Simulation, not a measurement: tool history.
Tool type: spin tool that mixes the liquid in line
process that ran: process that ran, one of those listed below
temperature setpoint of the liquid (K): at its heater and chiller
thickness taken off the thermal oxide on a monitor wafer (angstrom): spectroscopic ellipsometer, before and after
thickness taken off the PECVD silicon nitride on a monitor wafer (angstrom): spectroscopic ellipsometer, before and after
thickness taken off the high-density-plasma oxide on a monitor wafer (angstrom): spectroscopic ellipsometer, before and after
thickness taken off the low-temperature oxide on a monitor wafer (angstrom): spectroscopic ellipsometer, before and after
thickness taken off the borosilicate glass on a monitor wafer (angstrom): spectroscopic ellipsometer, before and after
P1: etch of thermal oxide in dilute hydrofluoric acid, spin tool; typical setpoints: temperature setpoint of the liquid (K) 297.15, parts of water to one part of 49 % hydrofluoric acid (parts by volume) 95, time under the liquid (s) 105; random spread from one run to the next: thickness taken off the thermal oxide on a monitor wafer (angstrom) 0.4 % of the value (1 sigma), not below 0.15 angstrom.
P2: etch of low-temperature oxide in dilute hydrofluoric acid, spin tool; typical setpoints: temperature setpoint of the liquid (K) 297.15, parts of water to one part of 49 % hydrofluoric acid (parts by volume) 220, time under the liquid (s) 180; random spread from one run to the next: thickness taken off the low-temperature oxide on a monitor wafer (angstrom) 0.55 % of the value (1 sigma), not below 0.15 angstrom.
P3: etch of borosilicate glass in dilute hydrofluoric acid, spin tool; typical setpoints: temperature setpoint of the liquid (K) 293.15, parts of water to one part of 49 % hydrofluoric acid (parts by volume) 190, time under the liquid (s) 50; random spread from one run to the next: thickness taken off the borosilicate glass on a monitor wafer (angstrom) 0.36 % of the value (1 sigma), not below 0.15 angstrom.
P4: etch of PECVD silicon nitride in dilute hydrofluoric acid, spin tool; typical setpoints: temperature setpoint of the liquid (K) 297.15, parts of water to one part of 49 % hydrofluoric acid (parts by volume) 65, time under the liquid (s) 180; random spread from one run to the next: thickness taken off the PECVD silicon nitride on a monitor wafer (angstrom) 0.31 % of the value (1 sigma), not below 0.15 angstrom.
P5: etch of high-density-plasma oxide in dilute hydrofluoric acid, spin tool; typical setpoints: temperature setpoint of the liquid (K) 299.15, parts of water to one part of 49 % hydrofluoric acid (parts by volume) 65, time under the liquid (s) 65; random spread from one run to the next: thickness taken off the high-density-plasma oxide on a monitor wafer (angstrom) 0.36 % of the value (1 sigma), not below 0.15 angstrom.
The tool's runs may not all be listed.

run	day	process that ran	temperature setpoint of the liquid (K)	parts of water to one part of 49 % hydrofluoric acid (parts by volume)	time under the liquid (s)	hours since the thermometer was replaced	hours since the hydrofluoric acid flow meter was replaced	thickness taken off the thermal oxide on a monitor wafer (angstrom)	thickness taken off the PECVD silicon nitride on a monitor wafer (angstrom)	thickness taken off the high-density-plasma oxide on a monitor wafer (angstrom)	thickness taken off the low-temperature oxide on a monitor wafer (angstrom)	thickness taken off the borosilicate glass on a monitor wafer (angstrom)
1	0.458	P1	297.15	95	105	1792.7	1027.8	54.2				
2	0.792	P1	297.15	95	105	1800.7	1035.8	54.616				
3	1.25	P1	297.15	165	105	1811.7	1046.8	28.825				
4	1.604	P1	297.15	20	105	1820.2	1055.3	283.35				
5	2.05	P4	297.15	65	320	1830.9	1066		132.03			
6	2.508	P1	291.65	95	165	1841.9	1077	68.422				
7	3.004	P1	297.15	95	105	1853.8	1088.9	54.578				
8	3.417	P4	290.65	65	180	1863.7	1098.8		47.471			
9	3.783	P1	297.15	95	35	1872.5	1107.6	17.818				
10	4.175	P1	291.65	175	105	1881.9	1117	21.861				
11	4.458	P5	303.65	65	65	1888.7	1123.8			78.373		
12	4.921	P2	297.15	220	180	1899.8	1134.9				189.44	
13	5.275	P3	293.15	55	50	1908.3	1143.4					286.44
# day 5.317: hydrofluoric acid flow meter replaced
14	5.792	P3	293.15	190	15	1920.7	11.5					21.656
15	6.317	P1	297.15	95	205	1933.3	24.1	105.62				
16	6.838	P5	299.15	20	65	1945.8	36.6			226.42		
17	7.117	P3	300.15	190	50	1952.5	43.3					92.787
18	7.388	P1	297.15	95	105	1959	49.8	53.365				
19	7.617	P2	290.15	220	180	1964.5	55.3				145.58	
20	8.129	P1	292.15	95	105	1976.8	67.6	44.432				
21	8.367	P2	297.15	55	180	1982.5	73.3				925.94	
22	8.612	P1	302.65	95	105	1988.4	79.2	66.584				
23	9.1	P4	297.15	65	180	2000.1	90.9		74.433			

What does the tool deliver on the next run?
24	9.592	P5	299.15	65	125	2011.9	102.7			?		

Run 24 yielded thickness taken off the high-density-plasma oxide on a monitor wafer (angstrom) 125.96.
